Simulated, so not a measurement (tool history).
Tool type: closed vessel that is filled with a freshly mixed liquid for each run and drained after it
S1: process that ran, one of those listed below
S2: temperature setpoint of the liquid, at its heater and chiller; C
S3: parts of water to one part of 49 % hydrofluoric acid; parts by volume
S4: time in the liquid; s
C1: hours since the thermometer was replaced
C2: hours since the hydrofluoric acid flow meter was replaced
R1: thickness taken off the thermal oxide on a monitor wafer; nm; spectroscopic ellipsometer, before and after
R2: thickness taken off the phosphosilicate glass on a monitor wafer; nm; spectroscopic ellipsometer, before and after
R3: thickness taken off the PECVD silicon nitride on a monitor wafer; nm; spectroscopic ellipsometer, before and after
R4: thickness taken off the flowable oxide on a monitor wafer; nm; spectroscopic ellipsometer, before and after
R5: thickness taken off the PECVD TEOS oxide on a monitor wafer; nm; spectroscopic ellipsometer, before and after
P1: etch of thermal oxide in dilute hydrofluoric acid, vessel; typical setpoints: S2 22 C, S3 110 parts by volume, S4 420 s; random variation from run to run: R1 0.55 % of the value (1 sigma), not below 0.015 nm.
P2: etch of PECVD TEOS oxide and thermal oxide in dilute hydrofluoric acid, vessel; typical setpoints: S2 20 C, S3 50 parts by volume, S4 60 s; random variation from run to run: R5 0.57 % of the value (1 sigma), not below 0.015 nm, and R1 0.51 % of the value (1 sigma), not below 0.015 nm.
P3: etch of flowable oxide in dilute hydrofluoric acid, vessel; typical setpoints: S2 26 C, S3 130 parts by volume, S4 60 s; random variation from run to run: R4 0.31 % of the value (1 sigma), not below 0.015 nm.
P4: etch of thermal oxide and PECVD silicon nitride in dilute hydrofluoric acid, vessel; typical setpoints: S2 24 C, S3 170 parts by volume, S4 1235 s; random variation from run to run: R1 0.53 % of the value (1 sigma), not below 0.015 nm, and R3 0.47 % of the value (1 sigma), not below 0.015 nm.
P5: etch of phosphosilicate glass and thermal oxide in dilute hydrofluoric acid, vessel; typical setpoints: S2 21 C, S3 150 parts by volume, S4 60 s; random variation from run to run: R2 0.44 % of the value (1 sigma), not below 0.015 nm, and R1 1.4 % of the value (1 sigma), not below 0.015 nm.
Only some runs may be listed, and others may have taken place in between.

run   hour  S1    S2   S3    S4      C1      C2       R1      R2      R3      R4      R5
  1    9.3  P1    22  110   420  1046.3   945.7   16.802
  2   13.9  P1    22  110    30  1050.9   950.3   1.1963
  3   23.4  P5    21  150    60  1060.4   959.8   1.6799  43.046
  4   31.7  P1    22  110   420  1068.7   968.1   16.484
  5   40.6  P1    22   70   420  1077.6     977   27.435
  6   47.3  P1    22  110   420  1084.3   983.7   16.581
  7   55.6  P4    24  170  1235  1092.6     992    32.78          24.132
  8   60.8  P1    22  110   420  1097.8   997.2   16.695
  9   65.6  P1    22  185   420  1102.6    1002   9.2082
 10   74.7  P1    22   70   715  1111.7  1011.1   46.896
 11   83.4  P3    26  130    60  1120.4  1019.8                           14.736
 12   87.8  P5    21  250    60  1124.8  1024.2  0.89426  23.569
 13     95  P4    24  170  1235    1132  1031.4   32.756          24.139
 14  101.9  P4  31.5  170  1235  1138.9  1038.3    43.07          37.762
 15  108.9  P3    26   25    60  1145.9  1045.3                           87.731
 16  116.7  P1    22  110   420  1153.7  1053.1   16.818
 17  121.8  P3    26  130    30  1158.8  1058.2                           7.3747
 18  128.5  P1    22  110   420  1165.5  1064.9   16.665
 19  133.2  P4    24  310  1235  1170.2  1069.6   15.505          13.369
 20  140.1  P1  17.5  110   420  1177.1  1076.5   13.748
 21  149.6  P5    21  150   100  1186.6    1086   2.7609  72.512
 22  158.6  P2    20   30    60  1195.6    1095   8.9291                          21.325
 23  168.2  P1    17  110   725  1205.2  1104.6   23.724
 24  172.6  P3  21.5  130    60  1209.6    1109                            12.39
 25  177.6  P1    22  110   420  1214.6    1114   16.805
 26  185.3  P5    21  150    60  1222.3  1121.7   1.6714  43.413
 27  194.8  P2    20   50    60  1231.8  1131.2   5.2218                          12.583
 28  203.6  P5    28  150    60  1240.6    1140   2.1766  56.167
 29  210.6  P1    17  110   610  1247.6    1147   19.822

Run 30, settings as shown, results not yet in. Your forecast:
 30  215.6  P1  22  110  735  1252.6  1152   ?

For run 30 the tool returned R1 29.464 nm.
